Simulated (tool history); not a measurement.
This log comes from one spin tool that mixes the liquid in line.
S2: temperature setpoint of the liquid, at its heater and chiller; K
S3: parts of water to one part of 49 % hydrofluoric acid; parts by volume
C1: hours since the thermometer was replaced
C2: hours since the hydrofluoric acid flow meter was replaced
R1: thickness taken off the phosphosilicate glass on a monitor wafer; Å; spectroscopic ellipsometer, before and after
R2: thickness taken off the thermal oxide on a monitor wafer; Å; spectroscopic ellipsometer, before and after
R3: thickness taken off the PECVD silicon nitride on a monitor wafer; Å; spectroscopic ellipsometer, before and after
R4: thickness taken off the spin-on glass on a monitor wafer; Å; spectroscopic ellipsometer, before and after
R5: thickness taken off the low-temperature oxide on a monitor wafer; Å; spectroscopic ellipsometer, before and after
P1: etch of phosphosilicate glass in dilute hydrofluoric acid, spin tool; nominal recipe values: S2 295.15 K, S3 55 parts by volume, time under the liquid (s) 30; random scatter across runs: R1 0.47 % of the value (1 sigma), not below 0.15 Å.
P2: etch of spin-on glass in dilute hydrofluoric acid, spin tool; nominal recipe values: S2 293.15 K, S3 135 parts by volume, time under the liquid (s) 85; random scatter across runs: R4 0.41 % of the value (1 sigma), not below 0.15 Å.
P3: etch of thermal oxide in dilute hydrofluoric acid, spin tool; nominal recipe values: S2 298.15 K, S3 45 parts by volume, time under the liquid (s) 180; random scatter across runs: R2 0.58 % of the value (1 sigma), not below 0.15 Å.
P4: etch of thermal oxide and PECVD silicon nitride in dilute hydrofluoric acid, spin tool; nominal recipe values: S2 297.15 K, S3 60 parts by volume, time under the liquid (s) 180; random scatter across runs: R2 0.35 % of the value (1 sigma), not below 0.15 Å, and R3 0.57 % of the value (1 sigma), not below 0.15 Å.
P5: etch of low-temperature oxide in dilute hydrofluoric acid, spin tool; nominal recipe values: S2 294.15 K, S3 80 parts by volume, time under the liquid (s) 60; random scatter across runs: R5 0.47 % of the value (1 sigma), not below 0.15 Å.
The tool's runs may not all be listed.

run 1 hour=11.6 | process_that_ran=P1 S2=295.15 S3=55 time_under_the_liquid_(s)=30 | C1=349.0 C2=566.4 | R1=1094.80
run 2 hour=24.1 | process_that_ran=P1 S2=299.15 S3=55 time_under_the_liquid_(s)=30 | C1=361.5 C2=578.9 | R1=1289.20
run 3 hour=35.6 | process_that_ran=P1 S2=295.15 S3=90 time_under_the_liquid_(s)=30 | C1=373.0 C2=590.4 | R1=640.31
run 4 hour=44.6 | process_that_ran=P4 S2=304.15 S3=60 time_under_the_liquid_(s)=180 | C1=382.0 C2=599.4 | R2=202.990 R3=100.640
run 5 hour=51.6 | process_that_ran=P3 S2=302.15 S3=45 time_under_the_liquid_(s)=180 | C1=389.0 C2=606.4 | R2=244.320
run 6 hour=60.5 | process_that_ran=P1 S2=290.15 S3=55 time_under_the_liquid_(s)=30 | C1=397.9 C2=615.3 | R1=882.21
run 7 hour=71.1 | process_that_ran=P2 S2=293.15 S3=135 time_under_the_liquid_(s)=85 | C1=408.5 C2=625.9 | R4=135.590
run 8 hour=82.1 | process_that_ran=P3 S2=298.15 S3=80 time_under_the_liquid_(s)=180 | C1=419.5 C2=636.9 | R2=112.480
run 9 hour=90.5 | process_that_ran=P1 S2=290.15 S3=55 time_under_the_liquid_(s)=50 | C1=427.9 C2=645.3 | R1=1461.60
run 10 hour=102.1 | process_that_ran=P2 S2=299.65 S3=135 time_under_the_liquid_(s)=85 | C1=439.5 C2=656.9 | R4=176.940
run 11 hour=113.6 | process_that_ran=P2 S2=293.15 S3=135 time_under_the_liquid_(s)=30 | C1=451.0 C2=668.4 | R4=48.605
run 12 hour=127.0 | process_that_ran=P4 S2=297.15 S3=60 time_under_the_liquid_(s)=180 | C1=464.4 C2=681.8 | R2=153.760 R3=63.787
run 13 hour=139.0 | process_that_ran=P1 S2=295.15 S3=55 time_under_the_liquid_(s)=30 | C1=476.4 C2=693.8 | R1=1085.70
run 14 hour=148.7 | process_that_ran=P5 S2=294.15 S3=30 time_under_the_liquid_(s)=60 | C1=486.1 C2=703.5 | R5=612.32
run 15 hour=155.0 | process_that_ran=P1 S2=295.15 S3=55 time_under_the_liquid_(s)=55 | C1=492.4 C2=709.8 | R1=2014.00
run 16 hour=161.9 | process_that_ran=P1 S2=295.15 S3=20 time_under_the_liquid_(s)=30 | C1=499.3 C2=716.7 | R1=3127.00
run 17 hour=169.8 | process_that_ran=P1 S2=295.15 S3=55 time_under_the_liquid_(s)=30 | C1=507.2 C2=724.6 | R1=1092.80
run 18 hour=179.0 | process_that_ran=P5 S2=294.15 S3=80 time_under_the_liquid_(s)=95 | C1=516.4 C2=733.8 | R5=340.14
run 19 hour=185.2 | process_that_ran=P1 S2=295.15 S3=55 time_under_the_liquid_(s)=30 | C1=522.6 C2=740.0 | R1=1090.30
run 20 hour=193.3 | process_that_ran=P1 S2=295.15 S3=55 time_under_the_liquid_(s)=30 | C1=530.7 C2=748.1 | R1=1098.00
run 21 hour=199.9 | process_that_ran=P3 S2=298.15 S3=45 time_under_the_liquid_(s)=30 | C1=537.3 C2=754.7 | R2=34.860
run 22 hour=211.8 | process_that_ran=P3 S2=298.15 S3=45 time_under_the_liquid_(s)=180 | C1=549.2 C2=766.6 | R2=208.990
run 23 hour=218.5 | process_that_ran=P4 S2=297.15 S3=60 time_under_the_liquid_(s)=55 | C1=555.9 C2=773.3 | R2=46.468 R3=19.709
run 24 hour=229.0 | process_that_ran=P3 S2=298.15 S3=45 time_under_the_liquid_(s)=180 | C1=566.4 C2=783.8 | R2=206.550
run 25 hour=239.2 | process_that_ran=P1 S2=295.15 S3=55 time_under_the_liquid_(s)=30 | C1=576.6 C2=794.0 | R1=1086.80
run 26 hour=246.1 | process_that_ran=P2 S2=293.15 S3=230 time_under_the_liquid_(s)=85 | C1=583.5 C2=800.9 | R4=73.119
run 27 hour=255.7 | process_that_ran=P1 S2=295.15 S3=55 time_under_the_liquid_(s)=15 | C1=593.1 C2=810.5 | R1=544.18
run 28 hour=266.4 | process_that_ran=P4 S2=297.15 S3=20 time_under_the_liquid_(s)=180 | C1=603.8 C2=821.2 | R2=487.090 R3=186.620
run 29 hour=280.1 | process_that_ran=P5 S2=294.15 S3=80 time_under_the_liquid_(s)=60 | C1=617.5 C2=834.9 | R5=215.43
run 30 hour=290.2 | process_that_ran=P5 S2=290.15 S3=80 time_under_the_liquid_(s)=60 | C1=627.6 C2=845.0 | R5=182.50
run 31 hour=300.2 | process_that_ran=P1 S2=295.15 S3=55 time_under_the_liquid_(s)=30 | C1=637.6 C2=855.0 | R1=1087.90
run 32 hour=312.8 | process_that_ran=P1 S2=295.15 S3=55 time_under_the_liquid_(s)=30 | C1=650.2 C2=867.6 | R1=1089.70
run 33 hour=321.6 | process_that_ran=P1 S2=295.15 S3=55 time_under_the_liquid_(s)=30 | C1=659.0 C2=876.4 | R1=1128.80
run 34 hour=331.2 | process_that_ran=P1 S2=295.15 S3=55 time_under_the_liquid_(s)=30 | C1=668.6 C2=886.0 | R1=1166.90
run 35 hour=338.7 | process_that_ran=P1 S2=295.15 S3=55 time_under_the_liquid_(s)=30 | C1=676.1 C2=893.5 | R1=1177.00
run 36 hour=348.4 | process_that_ran=P1 S2=295.15 S3=55 time_under_the_liquid_(s)=30 | C1=685.8 C2=903.2 | R1=1192.90
run 37 hour=358.6 | process_that_ran=P1 S2=295.15 S3=55 time_under_the_liquid_(s)=30 | C1=696.0 C2=913.4 | R1=1197.10
run 38 hour=365.2 | process_that_ran=P1 S2=295.15 S3=55 time_under_the_liquid_(s)=30 | C1=702.6 C2=920.0 | R1=1194.90
run 39 hour=378.6 | process_that_ran=P1 S2=295.15 S3=55 time_under_the_liquid_(s)=30 | C1=716.0 C2=933.4 | R1=1198.50

P1 no longer gives what it gave before; its output has crept away from where it was. The following 2 causes, each at its listed size, fit the log equally well:
A: hydrofluoric acid flow above the setpoint (%) = 9.12
B: liquid hotter than its thermometer reads (K) = 2.26
The process output started creeping at around hour 312.8.

Which of the 4 check runs listed below separates the causes, so that each cause would produce a clearly different result? Each run uses one wafer, and its results are marked with question marks.
run check 1 hour=392.0 | process_that_ran=P4 S2=297.15 S3=60 time_under_the_liquid_(s)=180 | R2=? R3=?
run check 2 hour=392.0 | process_that_ran=P5 S2=294.15 S3=80 time_under_the_liquid_(s)=60 | R5=?
run check 3 hour=392.0 | process_that_ran=P2 S2=293.15 S3=135 time_under_the_liquid_(s)=85 | R4=?
run check 4 hour=392.0 | process_that_ran=P3 S2=298.15 S3=45 time_under_the_liquid_(s)=180 | R2=?

What each check would give under each cause:
check=check_1 result=R2 if_A=168.880 if_B=168.480
check=check_1 result=R3 if_A=69.873 if_B=74.555
check=check_2 result=R5 if_A=237.35 if_B=236.66
check=check_3 result=R4 if_A=150.620 if_B=149.190
check=check_4 result=R2 if_A=228.470 if_B=228.340
How far apart the two closest causes lie, in the result that separates them most: check 1 6.48 %; check 2 0.29 %; check 3 0.95 %; check 4 0.06 %
Check 1 distinguishes between the causes, while the remaining checks would return nearly the same result for all of them.

The results of check 1 are: R2 168.050 Å; R3 74.577 Å. Based on these, which of the listed causes is it?

It is B: liquid hotter than its thermometer reads (K).

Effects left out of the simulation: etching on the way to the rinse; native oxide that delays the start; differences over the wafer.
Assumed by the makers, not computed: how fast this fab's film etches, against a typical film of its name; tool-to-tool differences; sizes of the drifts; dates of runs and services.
